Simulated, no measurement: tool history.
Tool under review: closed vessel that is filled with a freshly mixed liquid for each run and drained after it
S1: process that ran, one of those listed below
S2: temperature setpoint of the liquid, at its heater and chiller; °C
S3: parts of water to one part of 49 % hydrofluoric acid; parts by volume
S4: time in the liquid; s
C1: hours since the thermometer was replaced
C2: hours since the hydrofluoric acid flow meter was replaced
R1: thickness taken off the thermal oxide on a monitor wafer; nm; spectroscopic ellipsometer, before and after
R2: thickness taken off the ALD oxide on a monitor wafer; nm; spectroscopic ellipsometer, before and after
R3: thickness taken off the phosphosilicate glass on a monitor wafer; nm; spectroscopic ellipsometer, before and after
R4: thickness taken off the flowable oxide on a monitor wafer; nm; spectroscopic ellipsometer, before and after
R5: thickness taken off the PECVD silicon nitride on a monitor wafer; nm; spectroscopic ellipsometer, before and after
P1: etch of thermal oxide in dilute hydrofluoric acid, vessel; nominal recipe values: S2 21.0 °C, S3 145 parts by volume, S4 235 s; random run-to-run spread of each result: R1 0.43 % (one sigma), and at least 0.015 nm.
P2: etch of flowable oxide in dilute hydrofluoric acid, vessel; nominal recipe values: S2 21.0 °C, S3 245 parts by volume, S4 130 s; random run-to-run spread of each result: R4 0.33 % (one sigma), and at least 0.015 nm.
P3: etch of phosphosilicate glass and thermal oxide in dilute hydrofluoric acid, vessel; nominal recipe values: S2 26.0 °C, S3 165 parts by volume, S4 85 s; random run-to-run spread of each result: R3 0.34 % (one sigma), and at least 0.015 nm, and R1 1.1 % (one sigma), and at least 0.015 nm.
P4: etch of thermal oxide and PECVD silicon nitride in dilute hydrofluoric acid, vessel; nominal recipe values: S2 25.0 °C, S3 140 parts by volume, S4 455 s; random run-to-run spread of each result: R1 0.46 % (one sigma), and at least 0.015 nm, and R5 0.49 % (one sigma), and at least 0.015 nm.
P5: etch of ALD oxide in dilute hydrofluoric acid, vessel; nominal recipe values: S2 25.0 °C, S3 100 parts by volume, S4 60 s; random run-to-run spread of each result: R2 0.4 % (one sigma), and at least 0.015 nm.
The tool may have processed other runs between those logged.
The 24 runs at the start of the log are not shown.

Run 25, hour 326.0: S1 P4, S2 25.0 °C, S3 190 parts by volume, S4 455 s; C1 2019.3; C2 920.3. Result: R1 11.14200 nm, R5 14.8560 nm.
Run 26, hour 340.1: S1 P2, S2 21.0 °C, S3 245 parts by volume, S4 50 s; C1 2033.4; C2 934.4. Result: R4 3.7731 nm.
Run 27, hour 356.1: S1 P1, S2 21.0 °C, S3 145 parts by volume, S4 235 s; C1 2049.4; C2 950.4. Result: R1 6.11490 nm.
Run 28, hour 369.4: S1 P5, S2 25.0 °C, S3 100 parts by volume, S4 60 s; C1 2062.7; C2 963.7. Result: R2 10.4330 nm.
Run 29, hour 386.2: S1 P1, S2 21.0 °C, S3 145 parts by volume, S4 385 s; C1 2079.5; C2 980.5. Result: R1 9.99030 nm.
Run 30, hour 397.0: S1 P2, S2 28.0 °C, S3 245 parts by volume, S4 130 s; C1 2090.3; C2 991.3. Result: R4 12.5530 nm.
Run 31, hour 413.8: S1 P1, S2 21.0 °C, S3 145 parts by volume, S4 235 s; C1 2107.1; C2 1008.1. Result: R1 6.15800 nm.
Run 32, hour 428.7: S1 P1, S2 21.0 °C, S3 145 parts by volume, S4 235 s; C1 2122.0; C2 1023.0. Result: R1 5.96060 nm.
Run 33, hour 440.2: S1 P1, S2 21.0 °C, S3 145 parts by volume, S4 235 s; C1 2133.5; C2 1034.5. Result: R1 5.89960 nm.
Run 34, hour 457.0: S1 P1, S2 21.0 °C, S3 145 parts by volume, S4 235 s; C1 2150.3; C2 1051.3. Result: R1 5.81570 nm.
Run 35, hour 464.9: S1 P1, S2 21.0 °C, S3 145 parts by volume, S4 235 s; C1 2158.2; C2 1059.2. Result: R1 5.82910 nm.
Run 36, hour 482.5: S1 P1, S2 21.0 °C, S3 145 parts by volume, S4 235 s; C1 2175.8; C2 1076.8. Result: R1 5.80060 nm.
Run 37, hour 496.4: S1 P1, S2 21.0 °C, S3 145 parts by volume, S4 235 s; C1 2189.7; C2 1090.7. Result: R1 5.77030 nm.

Run 38 comes next. What will it give?
Run 38, hour 505.2: S1 P1, S2 21.0 °C, S3 145 parts by volume, S4 235 s; C1 2198.5; C2 1099.5. Result: R1 ?.

Run 38 produced R1 5.79020 nm.
